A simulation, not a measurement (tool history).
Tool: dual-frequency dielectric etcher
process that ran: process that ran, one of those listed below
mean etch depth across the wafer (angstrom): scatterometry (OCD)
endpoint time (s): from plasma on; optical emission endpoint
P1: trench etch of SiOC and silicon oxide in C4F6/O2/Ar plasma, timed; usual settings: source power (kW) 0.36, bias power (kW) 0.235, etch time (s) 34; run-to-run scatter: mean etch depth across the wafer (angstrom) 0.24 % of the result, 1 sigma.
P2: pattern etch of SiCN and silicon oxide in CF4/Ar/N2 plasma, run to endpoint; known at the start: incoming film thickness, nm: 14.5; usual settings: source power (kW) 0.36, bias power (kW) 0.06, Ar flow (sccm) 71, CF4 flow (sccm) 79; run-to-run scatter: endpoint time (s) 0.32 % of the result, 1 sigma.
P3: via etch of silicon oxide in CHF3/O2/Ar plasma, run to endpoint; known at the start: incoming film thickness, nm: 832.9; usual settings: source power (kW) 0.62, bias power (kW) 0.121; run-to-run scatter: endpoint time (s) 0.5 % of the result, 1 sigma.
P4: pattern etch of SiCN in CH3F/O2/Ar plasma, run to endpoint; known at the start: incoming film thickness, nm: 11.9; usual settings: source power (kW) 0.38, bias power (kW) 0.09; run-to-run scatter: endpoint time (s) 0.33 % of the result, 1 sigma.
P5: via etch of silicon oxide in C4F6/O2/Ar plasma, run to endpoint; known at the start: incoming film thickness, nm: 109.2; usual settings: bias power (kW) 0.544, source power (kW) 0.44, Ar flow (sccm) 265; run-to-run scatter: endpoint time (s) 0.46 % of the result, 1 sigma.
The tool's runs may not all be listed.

| run | hour | process that ran | source power (kW) | bias power (kW) | etch time (s) | Ar flow (sccm) | CF4 flow (sccm) | hours since the last wet clean | hours since the last source power generator calibration | hours since the last bias power generator calibration | mean etch depth across the wafer (angstrom) | endpoint time (s) |
|---|---|---|---|---|---|---|---|---|---|---|---|---|
| 1 | 13.2 | P1 | 0.36 | 0.235 | 34 |  |  | 406.6 | 1688.3 | 613.2 | 716.21 |  |
| 2 | 21 | P3 | 0.62 | 0.121 |  |  |  | 414.4 | 1696.1 | 621 |  | 464.1 |
| 3 | 30.6 | P1 | 0.5 | 0.235 | 34 |  |  | 424 | 1705.7 | 630.6 | 811.98 |  |
| 4 | 42.7 | P2 | 0.36 | 0.06 |  | 91 | 79 | 436.1 | 1717.8 | 642.7 |  | 21.012 |
| 5 | 52.7 | P5 | 0.44 | 0.544 |  | 265 |  | 446.1 | 1727.8 | 652.7 |  | 22.106 |
| 6 | 66.9 | P5 | 0.44 | 0.544 |  | 358 |  | 460.3 | 1742 | 666.9 |  | 22.917 |
| 7 | 76.1 | P1 | 0.21 | 0.235 | 34 |  |  | 469.5 | 1751.2 | 676.1 | 582.8 |  |
| 8 | 86.4 | P3 | 0.62 | 0.121 |  |  |  | 479.8 | 1761.5 | 686.4 |  | 468.35 |
| 9 | 99.1 | P1 | 0.36 | 0.235 | 34 |  |  | 492.5 | 1774.2 | 699.1 | 719.37 |  |
| 10 | 109.8 | P1 | 0.29 | 0.141 | 34 |  |  | 503.2 | 1784.9 | 709.8 | 556.52 |  |
| 11 | 122.5 | P4 | 0.38 | 0.11 |  |  |  | 515.9 | 1797.6 | 722.5 |  | 26.741 |
| 12 | 131.2 | P2 | 0.36 | 0.06 |  | 71 | 51 | 524.6 | 1806.3 | 731.2 |  | 21.581 |
| 13 | 145.9 | P2 | 0.36 | 0.06 |  | 71 | 79 | 539.3 | 1821 | 745.9 |  | 20.265 |
| 14 | 157.4 | P1 | 0.36 | 0.235 | 18.5 |  |  | 550.8 | 1832.5 | 757.4 | 387.96 |  |
| 15 | 167.3 | P3 | 0.62 | 0.168 |  |  |  | 560.7 | 1842.4 | 767.3 |  | 418.33 |
| 16 | 177.9 | P1 | 0.36 | 0.293 | 34 |  |  | 571.3 | 1853 | 777.9 | 774.92 |  |
| 17 | 186.7 | P5 | 0.44 | 0.544 |  | 265 |  | 580.1 | 1861.8 | 786.7 |  | 22.158 |
| 18 | 196.1 | P2 | 0.28 | 0.06 |  | 71 | 79 | 589.5 | 1871.2 | 796.1 |  | 25.278 |
| 19 | 202.7 | P4 | 0.38 | 0.09 |  |  |  | 596.1 | 1877.8 | 802.7 |  | 28.906 |
| 20 | 210.6 | P4 | 0.3 | 0.09 |  |  |  | 604 | 1885.7 | 810.6 |  | 31.391 |
| 21 | 217.2 | P1 | 0.36 | 0.319 | 23.5 |  |  | 610.6 | 1892.3 | 817.2 | 550.92 |  |
| 22 | 230.8 | P5 | 0.26 | 0.544 |  | 265 |  | 624.2 | 1905.9 | 830.8 |  | 26.805 |
| 23 | 238.9 | P1 | 0.36 | 0.308 | 20 |  |  | 632.3 | 1914 | 838.9 | 460.47 |  |
| 24 | 253.4 | P1 | 0.36 | 0.235 | 34 |  |  | 646.8 | 1928.5 | 853.4 | 715.66 |  |
| 25 | 261.7 | P1 | 0.36 | 0.235 | 34 |  |  | 655.1 | 1936.8 | 861.7 | 717.17 |  |
| 26 | 268.1 | P1 | 0.36 | 0.149 | 34 |  |  | 661.5 | 1943.2 | 868.1 | 621.36 |  |
| 27 | 281.8 | P3 | 0.41 | 0.121 |  |  |  | 675.2 | 1956.9 | 881.8 |  | 542.88 |

The next listed run, before its measurement:
| 28 | 289.3 | P2 | 0.36 | 0.083 |  | 71 | 79 | 682.7 | 1964.4 | 889.3 |  | ? |

Run 28 gave endpoint time (s) 18.241.
